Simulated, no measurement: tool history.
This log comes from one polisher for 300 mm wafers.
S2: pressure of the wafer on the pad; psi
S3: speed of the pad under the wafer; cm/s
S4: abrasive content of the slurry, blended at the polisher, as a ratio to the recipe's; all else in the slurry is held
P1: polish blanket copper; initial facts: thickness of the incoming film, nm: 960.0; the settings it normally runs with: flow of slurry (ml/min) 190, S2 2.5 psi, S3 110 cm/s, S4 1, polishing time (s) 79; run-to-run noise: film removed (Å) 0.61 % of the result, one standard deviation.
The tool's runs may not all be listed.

{"run": 1, "day": 0.192, "flow of slurry (ml/min)": 190, "S2": 2.5, "S3": 110, "S4": 1, "polishing time (s)": 79, "film removed (Å)": 2525.5}
{"run": 2, "day": 0.325, "flow of slurry (ml/min)": 190, "S2": 2.5, "S3": 110, "S4": 1, "polishing time (s)": 79, "film removed (Å)": 2521.2}
{"run": 3, "day": 0.45, "flow of slurry (ml/min)": 275, "S2": 2.5, "S3": 110, "S4": 1, "polishing time (s)": 79, "film removed (Å)": 2663.3}
{"run": 4, "day": 0.679, "flow of slurry (ml/min)": 190, "S2": 2.5, "S3": 50, "S4": 1, "polishing time (s)": 79, "film removed (Å)": 1148.1}
{"run": 5, "day": 0.9, "flow of slurry (ml/min)": 190, "S2": 1.4, "S3": 110, "S4": 1, "polishing time (s)": 112, "film removed (Å)": 2019}
{"run": 6, "day": 1.042, "flow of slurry (ml/min)": 190, "S2": 2.5, "S3": 110, "S4": 1, "polishing time (s)": 41, "film removed (Å)": 1304.8}
{"run": 7, "day": 1.162, "flow of slurry (ml/min)": 190, "S2": 2.5, "S3": 110, "S4": 1, "polishing time (s)": 79, "film removed (Å)": 2524}
{"day": 1.225, "done": "slurry nozzle cleaned"}
{"run": 8, "day": 1.296, "flow of slurry (ml/min)": 190, "S2": 2.5, "S3": 110, "S4": 1, "polishing time (s)": 79, "film removed (Å)": 2554}
{"run": 9, "day": 1.521, "flow of slurry (ml/min)": 190, "S2": 2.5, "S3": 110, "S4": 1, "polishing time (s)": 124, "film removed (Å)": 4023.7}
{"run": 10, "day": 1.729, "flow of slurry (ml/min)": 115, "S2": 2.5, "S3": 110, "S4": 1, "polishing time (s)": 79, "film removed (Å)": 2336.8}
{"run": 11, "day": 1.929, "flow of slurry (ml/min)": 190, "S2": 1.2, "S3": 110, "S4": 1, "polishing time (s)": 79, "film removed (Å)": 1232.3}
{"run": 12, "day": 2.058, "flow of slurry (ml/min)": 190, "S2": 2.5, "S3": 110, "S4": 1.35, "polishing time (s)": 79, "film removed (Å)": 2704.5}
{"run": 13, "day": 2.254, "flow of slurry (ml/min)": 190, "S2": 2.5, "S3": 170, "S4": 1, "polishing time (s)": 79, "film removed (Å)": 3903.9}
{"run": 14, "day": 2.462, "flow of slurry (ml/min)": 190, "S2": 2.5, "S3": 110, "S4": 0.7, "polishing time (s)": 79, "film removed (Å)": 2374.3}
{"run": 15, "day": 2.642, "flow of slurry (ml/min)": 190, "S2": 2.5, "S3": 110, "S4": 1, "polishing time (s)": 79, "film removed (Å)": 2553.5}
{"run": 16, "day": 2.792, "flow of slurry (ml/min)": 190, "S2": 3.9, "S3": 110, "S4": 1, "polishing time (s)": 79, "film removed (Å)": 3977.5}
{"run": 17, "day": 2.892, "flow of slurry (ml/min)": 190, "S2": 2.5, "S3": 110, "S4": 1, "polishing time (s)": 79, "film removed (Å)": 2553}
{"run": 18, "day": 3.05, "flow of slurry (ml/min)": 190, "S2": 2.5, "S3": 110, "S4": 1, "polishing time (s)": 79, "film removed (Å)": 2527.8}
{"run": 19, "day": 3.25, "flow of slurry (ml/min)": 190, "S2": 2.5, "S3": 110, "S4": 1, "polishing time (s)": 79, "film removed (Å)": 2477.7}
{"run": 20, "day": 3.417, "flow of slurry (ml/min)": 190, "S2": 2.5, "S3": 110, "S4": 1, "polishing time (s)": 79, "film removed (Å)": 2427.1}
{"run": 21, "day": 3.538, "flow of slurry (ml/min)": 190, "S2": 2.5, "S3": 110, "S4": 1, "polishing time (s)": 79, "film removed (Å)": 2412.6}
{"run": 22, "day": 3.662, "flow of slurry (ml/min)": 190, "S2": 2.5, "S3": 110, "S4": 1, "polishing time (s)": 79, "film removed (Å)": 2421}
{"run": 23, "day": 3.833, "flow of slurry (ml/min)": 190, "S2": 2.5, "S3": 110, "S4": 1, "polishing time (s)": 79, "film removed (Å)": 2356.3}
{"day": 3.846, "done": "head pressure recalibrated"}
{"day": 3.992, "done": "slurry blender recalibrated"}
{"run": 24, "day": 4.021, "flow of slurry (ml/min)": 190, "S2": 2.5, "S3": 110, "S4": 1, "polishing time (s)": 79, "film removed (Å)": 2370.7}
{"run": 25, "day": 4.254, "flow of slurry (ml/min)": 190, "S2": 2.5, "S3": 110, "S4": 1, "polishing time (s)": 79, "film removed (Å)": 2390}
{"run": 26, "day": 4.454, "flow of slurry (ml/min)": 190, "S2": 2.5, "S3": 110, "S4": 1, "polishing time (s)": 79, "film removed (Å)": 2369.8}
{"run": 27, "day": 4.633, "flow of slurry (ml/min)": 190, "S2": 2.5, "S3": 110, "S4": 1, "polishing time (s)": 79, "film removed (Å)": 2336.4}

P1 no longer gives what it gave before; its output has crept away from where it was. The following 2 causes, each at its listed size, fit the log equally well:
A: slurry flow missing at the pad, % = 34.7
B: removal rate lost through wear of the pad, % = 6.98
The creep began at about day 3.05.
Why every other cause is out:
head's pressure below its setpoint, %: work on it at day 3.846, done after the drift set in, did not restore what the process gave before
abrasive missing from the slurry, %: work on it at day 3.992, done after the drift set in, did not restore what the process gave before

Each of the check runs listed below is run on 5 wafers and reports their average, with the results left as question marks. Pick the one under which the possible causes would lead to clearly different results.
{"run": "check 1", "day": 4.812, "flow of slurry (ml/min)": 140, "S2": 1.5, "S3": 110, "S4": 1, "polishing time (s)": 79, "film removed (Å)": "?"}
{"run": "check 2", "day": 4.812, "flow of slurry (ml/min)": 190, "S2": 3.9, "S3": 110, "S4": 1.35, "polishing time (s)": 79, "film removed (Å)": "?"}
{"run": "check 3", "day": 4.812, "flow of slurry (ml/min)": 190, "S2": 2.5, "S3": 64, "S4": 0.7, "polishing time (s)": 79, "film removed (Å)": "?"}
{"run": "check 4", "day": 4.812, "flow of slurry (ml/min)": 190, "S2": 2.5, "S3": 110, "S4": 0.8, "polishing time (s)": 79, "film removed (Å)": "?"}

Outcome of each check run for each possible cause:
check=check_1 result=film_removed_(Å) if_A=1317.5 if_B=1348.4
check=check_2 result=film_removed_(Å) if_A=3930.5 if_B=3930.8
check=check_3 result=film_removed_(Å) if_A=1274.1 if_B=1274.2
check=check_4 result=film_removed_(Å) if_A=2251.2 if_B=2251.4
Smallest distance between any two causes, each pair judged by its most separating result, in per cent: check 1 2.32 %; check 2 0.01 %; check 3 0.01 %; check 4 0.01 %
The other checks would show nearly matching results whichever cause is true, so check 1 is the only one that separates the causes.

The results of check 1 are: film removed (Å) 1350.7. Based on these, which of the listed causes is it?

It was cause B: removal rate lost through wear of the pad, %.
